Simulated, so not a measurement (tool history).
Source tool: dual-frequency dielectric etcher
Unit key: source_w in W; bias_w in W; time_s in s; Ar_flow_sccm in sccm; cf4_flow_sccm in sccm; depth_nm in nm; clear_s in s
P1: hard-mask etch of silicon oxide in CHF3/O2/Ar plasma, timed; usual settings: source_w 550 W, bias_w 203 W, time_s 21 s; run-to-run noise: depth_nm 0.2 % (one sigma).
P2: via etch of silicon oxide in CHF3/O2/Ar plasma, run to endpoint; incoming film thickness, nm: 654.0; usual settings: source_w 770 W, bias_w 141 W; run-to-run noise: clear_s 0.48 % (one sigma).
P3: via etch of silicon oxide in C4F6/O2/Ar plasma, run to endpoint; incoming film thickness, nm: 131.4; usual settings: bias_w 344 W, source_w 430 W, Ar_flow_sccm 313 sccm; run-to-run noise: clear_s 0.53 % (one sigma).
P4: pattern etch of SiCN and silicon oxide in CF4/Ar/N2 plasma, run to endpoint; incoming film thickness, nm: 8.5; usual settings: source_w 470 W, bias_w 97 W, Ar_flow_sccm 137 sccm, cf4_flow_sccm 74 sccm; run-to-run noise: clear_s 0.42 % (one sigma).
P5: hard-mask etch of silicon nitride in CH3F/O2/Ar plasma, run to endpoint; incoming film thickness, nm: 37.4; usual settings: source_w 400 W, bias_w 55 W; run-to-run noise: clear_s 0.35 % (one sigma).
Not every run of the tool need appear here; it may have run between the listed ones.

run   hour  process  source_w  bias_w  time_s  Ar_flow_sccm  cf4_flow_sccm  hours since the last wet clean  hours since the last source power generator calibration  hours since the last bias power generator calibration  depth_nm  clear_s
  1   13.8       P1       550     203      21                                                         96.5                                                   1580.2                                                  649.9    42.094
  2   24.6       P5       400      55                                                                107.3                                                     1591                                                  660.7             59.721
  3   32.5       P1       750     203      21                                                        115.2                                                   1598.9                                                  668.6    47.365
  4   39.2       P1       730     203      31                                                        121.9                                                   1605.6                                                  675.3    69.235
  5   47.5       P5       400      55                                                                130.2                                                   1613.9                                                  683.6             59.286
  6   61.3       P4       470      97                   137             74                             144                                                   1627.7                                                  697.4             8.6547
  7     69       P5       400      42                                                                151.7                                                   1635.4                                                  705.1              64.24
      70.4  -- bias power generator calibrated
  8     79       P3       430     344                   184                                          161.7                                                   1645.4                                                    8.6             32.274
  9   87.1       P1       550     203    11.5                                                        169.8                                                   1653.5                                                   16.7    23.098
 10   96.6       P1       550     203      21                                                        179.3                                                     1663                                                   26.2    42.091
 11  108.6       P1       550     203      21                                                        191.3                                                     1675                                                   38.2     42.15
 12  117.9       P1       550     203      21                                                        200.6                                                   1684.3                                                   47.5     42.08
 13  127.5       P4       470      97                   137             93                           210.2                                                   1693.9                                                   57.1             8.3687
 14  141.2       P2       770     141                                                                223.9                                                   1707.6                                                   70.8             312.47
 15  151.1       P2       600     141                                                                233.8                                                   1717.5                                                   80.7             345.11
 16  164.2       P4       470      97                   137             74                           246.9                                                   1730.6                                                   93.8             8.6285
 17  174.9       P4       470      97                   166             74                           257.6                                                   1741.3                                                  104.5             8.9088
 18  187.9       P2       770      91                                                                270.6                                                   1754.3                                                  117.5             353.77
 19  194.5       P3       430     344                   313                                          277.2                                                   1760.9                                                  124.1             34.057
 20  204.9       P1       550     203      21                                                        287.6                                                   1771.3                                                  134.5    42.103
 21  215.2       P5       540      55                                                                297.9                                                   1781.6                                                  144.8             52.471
 22  224.6       P3       430     207                   313                                          307.3                                                     1791                                                  154.2             40.629
 23  233.1       P1       340     262      21                                                        315.8                                                   1799.5                                                  162.7    38.646
 24  244.4       P4       470      60                   137             74                           327.1                                                   1810.8                                                    174             10.239
 25  258.2       P1       550     203      28                                                        340.9                                                   1824.6                                                  187.8     56.22
 26  265.8       P1       550     259      21                                                        348.5                                                   1832.2                                                  195.4    45.878
 27  276.1       P1       550     203      21                                                        358.8                                                   1842.5                                                  205.7    42.074
 28    289       P1       360     203      21                                                        371.7                                                   1855.4                                                  218.6    35.963
 29  297.6       P4       630      97                   137             74                           380.3                                                     1864                                                  227.2             6.7204
 30    304       P3       300     344                   313                                          386.7                                                   1870.4                                                  233.6             39.141
 31  317.4       P1       550     151      21                                                        400.1                                                   1883.8                                                    247    38.239
 32  328.4       P1       550     203      21                                                        411.1                                                   1894.8                                                    258    42.174
 33  337.6       P1       550     203      21                                                        420.3                                                     1904                                                  267.2    42.017
 34    351       P1       550     203      21                                                        433.7                                                   1917.4                                                  280.6    41.819
 35  358.4       P1       550     203      21                                                        441.1                                                   1924.8                                                    288     41.67
 36  370.7       P1       550     203      21                                                        453.4                                                   1937.1                                                  300.3     41.53
     371.7  -- wet clean of the chamber
 37  383.4       P1       550     203      21                                                         11.7                                                   1949.8                                                    313    41.524
 38  395.3       P1       550     203      21                                                         23.6                                                   1961.7                                                  324.9    41.488
 39  408.9       P1       550     203      21                                                         37.2                                                   1975.3                                                  338.5    41.603
 40  418.3       P1       550     203      21                                                         46.6                                                   1984.7                                                  347.9    41.519
 41  432.2       P1       550     203      21                                                         60.5                                                   1998.6                                                  361.8    41.445

What P1 gives has crept away from where it was. These 2 causes fit the log equally well, each at the size given:
A: bias power that arrives under what is set, % = 4.22
B: source power that arrives under what is set, % = 3.85
At approximately hour 328.4, the process output began to creep.
Every other cause this tool's parts could produce, and why it does not fit the log:
chamber walls in a state that lowers the etch rate, %: its service at hour 371.7 followed the start of the drift and did not put the process back to its old value

Each of the check runs listed below is run on 3 wafers and reports their average, with the results left as question marks. Pick the one under which the possible causes would lead to clearly different results.
check 1  446.1       P3       430     279                   248                                                                                                                                                                                 ?
check 2  446.1       P2       770      94                                                                                                                                                                                                       ?
check 3  446.1       P5       500      55                                                                                                                                                                                                       ?
check 4  446.1       P4       620      62                   137             74                                                                                                                                                                  ?

Outcome of each check run for each possible cause:
  check   result    if A    if B
check 1  clear_s  36.144  36.158
check 2  clear_s  357.47  358.79
check 3  clear_s  55.043  55.141
check 4  clear_s  8.0697  8.2365
How far apart the two closest causes lie, in the result that separates them most: check 1 0.04 %; check 2 0.37 %; check 3 0.18 %; check 4 2.05 %
The causes can be told apart only by check 4. The other checks would give nearly the same results under each of them.

Here is what check 4 returned: clear_s 8.0784 s. Which cause is it?

The cause is A: bias power that arrives under what is set, %.

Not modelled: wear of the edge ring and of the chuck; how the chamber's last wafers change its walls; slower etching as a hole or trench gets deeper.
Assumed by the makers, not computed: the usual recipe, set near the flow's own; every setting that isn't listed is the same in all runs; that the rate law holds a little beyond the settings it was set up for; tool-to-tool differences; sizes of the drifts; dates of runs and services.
